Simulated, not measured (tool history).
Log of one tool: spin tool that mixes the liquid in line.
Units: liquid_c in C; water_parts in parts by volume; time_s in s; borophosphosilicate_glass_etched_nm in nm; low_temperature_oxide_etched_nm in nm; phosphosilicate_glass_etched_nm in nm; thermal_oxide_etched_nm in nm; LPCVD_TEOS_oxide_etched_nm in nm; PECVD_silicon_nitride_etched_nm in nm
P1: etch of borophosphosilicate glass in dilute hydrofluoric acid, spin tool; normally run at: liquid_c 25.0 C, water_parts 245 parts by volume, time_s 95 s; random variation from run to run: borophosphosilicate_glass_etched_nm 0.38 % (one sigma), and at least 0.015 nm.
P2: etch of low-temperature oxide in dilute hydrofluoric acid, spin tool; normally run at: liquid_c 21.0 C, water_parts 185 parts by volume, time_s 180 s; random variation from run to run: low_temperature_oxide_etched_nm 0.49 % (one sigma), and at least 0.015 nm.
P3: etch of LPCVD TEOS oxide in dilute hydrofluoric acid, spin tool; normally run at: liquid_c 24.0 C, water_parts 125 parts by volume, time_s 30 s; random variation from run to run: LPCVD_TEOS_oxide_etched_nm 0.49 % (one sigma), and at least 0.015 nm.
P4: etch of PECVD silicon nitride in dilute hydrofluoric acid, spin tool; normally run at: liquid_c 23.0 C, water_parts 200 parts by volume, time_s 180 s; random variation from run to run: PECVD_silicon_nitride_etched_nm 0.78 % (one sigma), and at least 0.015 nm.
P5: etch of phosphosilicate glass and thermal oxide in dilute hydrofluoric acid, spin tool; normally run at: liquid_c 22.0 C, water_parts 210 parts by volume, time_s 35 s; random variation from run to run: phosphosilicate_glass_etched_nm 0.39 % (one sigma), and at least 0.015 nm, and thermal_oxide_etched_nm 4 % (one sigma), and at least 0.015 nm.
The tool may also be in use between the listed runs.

run,hour,process,liquid_c,water_parts,time_s,hours since the thermometer was replaced,hours since the hydrofluoric acid flow meter was replaced,borophosphosilicate_glass_etched_nm,low_temperature_oxide_etched_nm,phosphosilicate_glass_etched_nm,thermal_oxide_etched_nm,LPCVD_TEOS_oxide_etched_nm,PECVD_silicon_nitride_etched_nm
1,4.5,P1,25.0,245,95,140.2,420.5,15.1850,,,,,
2,8.7,P2,21.0,185,15,144.4,424.7,,1.1000,,,,
3,11.5,P1,25.0,100,95,147.2,427.5,43.5770,,,,,
4,16.2,P1,25.0,245,140,151.9,432.2,22.2040,,,,,
5,21.3,P5,29.0,210,35,157.0,437.3,,,22.4950,0.88719,,
6,24.8,P1,21.0,245,95,160.5,440.8,13.0370,,,,,
7,29.5,P1,25.0,245,45,165.2,445.5,7.1075,,,,,
8,34.0,P1,25.0,245,95,169.7,450.0,15.1110,,,,,
9,38.0,P5,22.0,210,20,173.7,454.0,,,9.9831,0.35289,,
10,41.9,P2,21.0,185,180,177.6,457.9,,13.1560,,,,
11,45.4,P3,24.0,205,30,181.1,461.4,,,,,7.3656,
12,50.2,P1,25.0,245,95,185.9,466.2,15.0090,,,,,
13,52.9,P3,24.0,125,30,188.6,468.9,,,,,13.3340,
14,55.9,P1,20.0,80,95,191.6,471.9,45.6300,,,,,
15,58.7,P5,22.0,210,35,194.4,474.7,,,17.5900,0.62329,,
16,62.8,P4,31.0,200,180,198.5,478.8,,,,,,4.8752
17,66.0,P1,25.0,365,35,201.7,482.0,3.3029,,,,,
18,69.5,P1,30.5,245,15,205.2,485.5,2.8932,,,,,
19,74.1,P1,25.0,375,95,209.8,490.1,8.6550,,,,,
20,76.6,P1,25.0,245,95,212.3,492.6,15.0600,,,,,
21,80.9,P2,21.0,335,180,216.6,496.9,,6.2683,,,,
22,85.7,P3,24.0,125,15,221.4,501.7,,,,,6.5659,
23,90.3,P4,23.0,200,335,226.0,506.3,,,,,,5.5480
24,93.4,P5,22.0,340,35,229.1,509.4,,,9.6029,0.36929,,
25,96.1,P1,25.0,245,95,231.8,512.1,15.0840,,,,,
26,98.9,P4,23.0,330,180,234.6,514.9,,,,,,1.8674
27,104.0,P4,23.0,200,180,239.7,520.0,,,,,,2.9910
28,106.9,P2,17.0,185,180,242.6,522.9,,11.3170,,,,
29,111.5,P1,25.0,245,95,247.2,527.5,15.0350,,,,,
30,114.4,P5,22.0,210,35,250.1,530.4,,,17.6450,0.58902,,
31,117.0,P1,31.0,245,95,252.7,533.0,18.3890,,,,,
32,119.5,P3,19.5,125,30,255.2,535.5,,,,,11.0140,
33,124.1,P1,25.0,245,95,259.8,540.1,15.0330,,,,,

Forecast run 34:
34,127.4,P1,25.0,245,95,263.1,543.4,?,,,,,

borophosphosilicate_glass_etched_nm: 15.4950 nm

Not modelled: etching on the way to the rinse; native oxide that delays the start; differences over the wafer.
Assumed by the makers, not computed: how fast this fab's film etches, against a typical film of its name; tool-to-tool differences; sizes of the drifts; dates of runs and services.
